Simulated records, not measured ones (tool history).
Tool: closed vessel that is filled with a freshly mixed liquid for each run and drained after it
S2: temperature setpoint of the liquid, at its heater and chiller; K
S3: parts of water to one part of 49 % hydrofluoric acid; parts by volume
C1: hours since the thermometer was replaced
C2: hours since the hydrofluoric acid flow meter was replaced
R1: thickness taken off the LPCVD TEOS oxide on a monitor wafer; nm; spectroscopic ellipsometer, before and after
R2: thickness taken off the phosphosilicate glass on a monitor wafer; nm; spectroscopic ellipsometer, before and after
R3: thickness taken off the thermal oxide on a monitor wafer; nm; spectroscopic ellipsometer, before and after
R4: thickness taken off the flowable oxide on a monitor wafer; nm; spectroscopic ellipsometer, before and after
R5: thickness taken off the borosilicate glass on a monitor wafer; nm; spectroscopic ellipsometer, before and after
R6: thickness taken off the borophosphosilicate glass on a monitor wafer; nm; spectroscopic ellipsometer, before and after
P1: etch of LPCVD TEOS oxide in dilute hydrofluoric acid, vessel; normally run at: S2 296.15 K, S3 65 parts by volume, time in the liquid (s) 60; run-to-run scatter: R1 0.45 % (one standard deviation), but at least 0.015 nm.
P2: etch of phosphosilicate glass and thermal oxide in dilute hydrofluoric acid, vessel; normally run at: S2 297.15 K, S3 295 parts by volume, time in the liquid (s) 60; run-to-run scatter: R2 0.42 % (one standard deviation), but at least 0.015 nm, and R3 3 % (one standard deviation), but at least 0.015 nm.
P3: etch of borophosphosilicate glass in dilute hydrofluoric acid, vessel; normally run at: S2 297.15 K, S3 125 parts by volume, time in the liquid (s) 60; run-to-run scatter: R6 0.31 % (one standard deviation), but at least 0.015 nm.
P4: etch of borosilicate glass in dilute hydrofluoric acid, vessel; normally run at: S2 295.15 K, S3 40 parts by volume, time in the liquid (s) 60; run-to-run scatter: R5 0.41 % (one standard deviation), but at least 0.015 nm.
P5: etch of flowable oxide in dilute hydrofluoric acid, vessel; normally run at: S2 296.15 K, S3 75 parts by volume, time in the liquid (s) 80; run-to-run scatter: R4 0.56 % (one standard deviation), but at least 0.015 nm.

run 1 hour=9.1 | process_that_ran=P1 S2=296.15 S3=65 time_in_the_liquid_(s)=60 | C1=470.3 C2=189.7 | R1=51.940
run 2 hour=15.2 | process_that_ran=P2 S2=297.15 S3=295 time_in_the_liquid_(s)=60 | C1=476.4 C2=195.8 | R2=16.318 R3=0.80888
run 3 hour=21.1 | process_that_ran=P5 S2=296.15 S3=75 time_in_the_liquid_(s)=80 | C1=482.3 C2=201.7 | R4=42.929
run 4 hour=29.5 | process_that_ran=P1 S2=290.15 S3=65 time_in_the_liquid_(s)=60 | C1=490.7 C2=210.1 | R1=40.469
run 5 hour=38.2 | process_that_ran=P1 S2=290.15 S3=65 time_in_the_liquid_(s)=35 | C1=499.4 C2=218.8 | R1=23.574
run 6 hour=44.1 | process_that_ran=P5 S2=296.15 S3=75 time_in_the_liquid_(s)=160 | C1=505.3 C2=224.7 | R4=85.412
run 7 hour=51.5 | process_that_ran=P1 S2=296.15 S3=105 time_in_the_liquid_(s)=60 | C1=512.7 C2=232.1 | R1=30.667
run 8 hour=62.0 | process_that_ran=P5 S2=296.15 S3=75 time_in_the_liquid_(s)=80 | C1=523.2 C2=242.6 | R4=42.997
run 9 hour=70.2 | process_that_ran=P2 S2=297.15 S3=60 time_in_the_liquid_(s)=60 | C1=531.4 C2=250.8 | R2=104.620 R3=5.06750
run 10 hour=78.5 | process_that_ran=P4 S2=295.15 S3=40 time_in_the_liquid_(s)=60 | C1=539.7 C2=259.1 | R5=32.240
run 11 hour=83.2 | process_that_ran=P2 S2=304.15 S3=295 time_in_the_liquid_(s)=60 | C1=544.4 C2=263.8 | R2=20.646 R3=1.01070
run 12 hour=93.7 | process_that_ran=P5 S2=296.15 S3=120 time_in_the_liquid_(s)=80 | C1=554.9 C2=274.3 | R4=24.996
run 13 hour=103.2 | process_that_ran=P1 S2=296.15 S3=35 time_in_the_liquid_(s)=60 | C1=564.4 C2=283.8 | R1=101.200
run 14 hour=108.0 | process_that_ran=P1 S2=296.15 S3=65 time_in_the_liquid_(s)=60 | C1=569.2 C2=288.6 | R1=52.172
run 15 hour=116.1 | process_that_ran=P4 S2=295.15 S3=40 time_in_the_liquid_(s)=105 | C1=577.3 C2=296.7 | R5=56.879
run 16 hour=120.8 | process_that_ran=P2 S2=297.15 S3=295 time_in_the_liquid_(s)=30 | C1=582.0 C2=301.4 | R2=8.099 R3=0.40320
run 17 hour=130.6 | process_that_ran=P1 S2=296.15 S3=65 time_in_the_liquid_(s)=30 | C1=591.8 C2=311.2 | R1=26.064
run 18 hour=136.9 | process_that_ran=P1 S2=303.15 S3=65 time_in_the_liquid_(s)=60 | C1=598.1 C2=317.5 | R1=68.928
run 19 hour=147.5 | process_that_ran=P1 S2=296.15 S3=65 time_in_the_liquid_(s)=60 | C1=608.7 C2=328.1 | R1=52.650
run 20 hour=153.8 | process_that_ran=P2 S2=297.15 S3=295 time_in_the_liquid_(s)=60 | C1=615.0 C2=334.4 | R2=16.318 R3=0.77044
run 21 hour=162.3 | process_that_ran=P5 S2=290.15 S3=75 time_in_the_liquid_(s)=80 | C1=623.5 C2=342.9 | R4=33.408
run 22 hour=171.8 | process_that_ran=P3 S2=297.15 S3=125 time_in_the_liquid_(s)=60 | C1=633.0 C2=352.4 | R6=23.916
run 23 hour=182.0 | process_that_ran=P3 S2=297.15 S3=125 time_in_the_liquid_(s)=60 | C1=643.2 C2=362.6 | R6=24.011
run 24 hour=188.4 | process_that_ran=P1 S2=296.15 S3=65 time_in_the_liquid_(s)=60 | C1=649.6 C2=369.0 | R1=51.974
run 25 hour=195.8 | process_that_ran=P4 S2=290.15 S3=40 time_in_the_liquid_(s)=60 | C1=657.0 C2=376.4 | R5=26.023
run 26 hour=203.2 | process_that_ran=P1 S2=296.15 S3=65 time_in_the_liquid_(s)=60 | C1=664.4 C2=383.8 | R1=52.044
run 27 hour=209.1 | process_that_ran=P3 S2=297.15 S3=125 time_in_the_liquid_(s)=30 | C1=670.3 C2=389.7 | R6=11.957
run 28 hour=216.1 | process_that_ran=P1 S2=296.15 S3=65 time_in_the_liquid_(s)=100 | C1=677.3 C2=396.7 | R1=87.195
run 29 hour=223.5 | process_that_ran=P4 S2=295.15 S3=40 time_in_the_liquid_(s)=60 | C1=684.7 C2=404.1 | R5=32.268
run 30 hour=229.9 | process_that_ran=P3 S2=305.15 S3=125 time_in_the_liquid_(s)=60 | C1=691.1 C2=410.5 | R6=32.273
run 31 hour=238.7 | process_that_ran=P4 S2=295.15 S3=65 time_in_the_liquid_(s)=60 | C1=699.9 C2=419.3 | R5=19.159
run 32 hour=247.6 | process_that_ran=P3 S2=297.15 S3=50 time_in_the_liquid_(s)=60 | C1=708.8 C2=428.2 | R6=65.484

Predict the results of run 33:
run 33 hour=254.5 | process_that_ran=P1 S2=296.15 S3=65 time_in_the_liquid_(s)=60 | C1=715.7 C2=435.1 | R1=?

R1: 52.172 nm

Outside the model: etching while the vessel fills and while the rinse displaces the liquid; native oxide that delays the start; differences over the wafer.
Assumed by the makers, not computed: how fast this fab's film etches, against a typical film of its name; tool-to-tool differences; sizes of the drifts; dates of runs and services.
